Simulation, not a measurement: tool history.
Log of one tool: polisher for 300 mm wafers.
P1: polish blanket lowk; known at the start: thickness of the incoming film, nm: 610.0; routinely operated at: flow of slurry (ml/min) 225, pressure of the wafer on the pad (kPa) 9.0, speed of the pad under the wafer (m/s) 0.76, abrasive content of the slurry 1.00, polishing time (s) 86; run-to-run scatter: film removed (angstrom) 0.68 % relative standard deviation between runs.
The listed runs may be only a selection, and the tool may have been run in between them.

run	hour	flow of slurry (ml/min)	pressure of the wafer on the pad (kPa)	speed of the pad under the wafer (m/s)	abrasive content of the slurry	polishing time (s)	film removed (angstrom)
1	2.7	225	9.0	0.76	1.00	86	166.050
2	5.3	225	9.0	0.76	1.00	40	76.922
3	9.5	225	9.0	1.10	1.00	64	163.980
4	13.3	225	13.8	0.76	1.00	86	257.070
5	15.4	300	9.0	0.76	1.00	86	168.920
6	17.5	225	9.0	0.76	1.00	114	217.100
7	20.3	225	4.8	0.76	0.70	86	73.903
8	23.3	225	9.0	0.34	1.00	86	87.258
9	26.8	290	9.0	0.76	1.30	86	187.520
10	30.4	225	9.0	0.76	1.00	86	162.580
11	32.6	225	4.1	0.76	1.00	86	76.269
12	35.7	225	9.0	0.76	1.00	86	163.110
13	38.4	225	9.0	0.76	0.55	86	119.570
14	41.6	225	9.0	0.76	1.00	86	164.160
# hour 42.4: slurry nozzle cleaned
15	45.3	225	9.0	1.16	1.00	86	231.630
16	47.7	135	9.0	0.76	1.00	86	151.900
17	51.4	225	9.0	0.76	1.00	86	163.850
# hour 52.7: worn pad replaced by a new one
18	55.5	225	9.0	0.76	1.00	86	164.810
19	58.2	225	9.0	0.76	1.35	86	188.690
20	60.8	225	9.0	0.76	1.00	86	164.220
21	62.8	225	9.0	0.76	1.00	86	164.280
22	66.0	225	9.0	0.76	1.00	86	158.730
23	68.0	225	9.0	0.76	1.00	86	156.400
24	72.0	225	9.0	0.76	1.00	86	151.690
25	74.9	225	9.0	0.76	1.00	86	153.080
# hour 75.5: conditioning disc replaced and pad reconditioned
# hour 75.9: worn pad replaced by a new one
# hour 76.0: slurry nozzle cleaned
26	79.1	225	9.0	0.76	1.00	86	150.280
27	81.1	225	9.0	0.76	1.00	86	150.080

The output of P1 has drifted from where it used to be. Each of the 2 causes below, taken at the size shown beside it, accounts for the log equally well:
A: head's pressure below its setpoint, % = 8.45
B: abrasive missing from the slurry, % = 16.9
The drift started at roughly hour 62.8.
What rules out each remaining cause:
removal rate lost through wear of the pad, %: serviced at hour 75.9, after the change had begun; the process did not return to its earlier output
slurry flow missing at the pad, %: serviced at hour 76.0, after the change had begun; the process did not return to its earlier output
time polished since the conditioner stopped cutting, s: serviced at hour 75.5, after the change had begun; the process did not return to its earlier output

You are offered 4 check runs, listed below with question marks in place of their results; each one averages 5 wafers. Which run separates the listed causes by giving clearly different results for each?
check 1	83.1	225	9.0	0.76	0.55	86	?
check 2	83.1	225	13.8	0.50	1.00	86	?
check 3	83.1	225	9.0	0.34	1.00	42	?
check 4	83.1	150	4.1	0.76	1.00	86	?

What each check would give under each cause:
check	result	if A	if B
check 1	film removed (angstrom)	109.740	106.790
check 2	film removed (angstrom)	165.700	165.680
check 3	film removed (angstrom)	38.636	38.631
check 4	film removed (angstrom)	65.558	65.550
Smallest distance between any two causes, each pair judged by its most separating result, in per cent: check 1 2.73 %; check 2 0.01 %; check 3 0.01 %; check 4 0.01 %
Check 1 distinguishes between the causes, while the remaining checks would return nearly the same result for all of them.

After running check 1, the following was obtained: film removed (angstrom) 109.770. Which cause does this point to?

The correct cause is A, namely: head's pressure below its setpoint, %.

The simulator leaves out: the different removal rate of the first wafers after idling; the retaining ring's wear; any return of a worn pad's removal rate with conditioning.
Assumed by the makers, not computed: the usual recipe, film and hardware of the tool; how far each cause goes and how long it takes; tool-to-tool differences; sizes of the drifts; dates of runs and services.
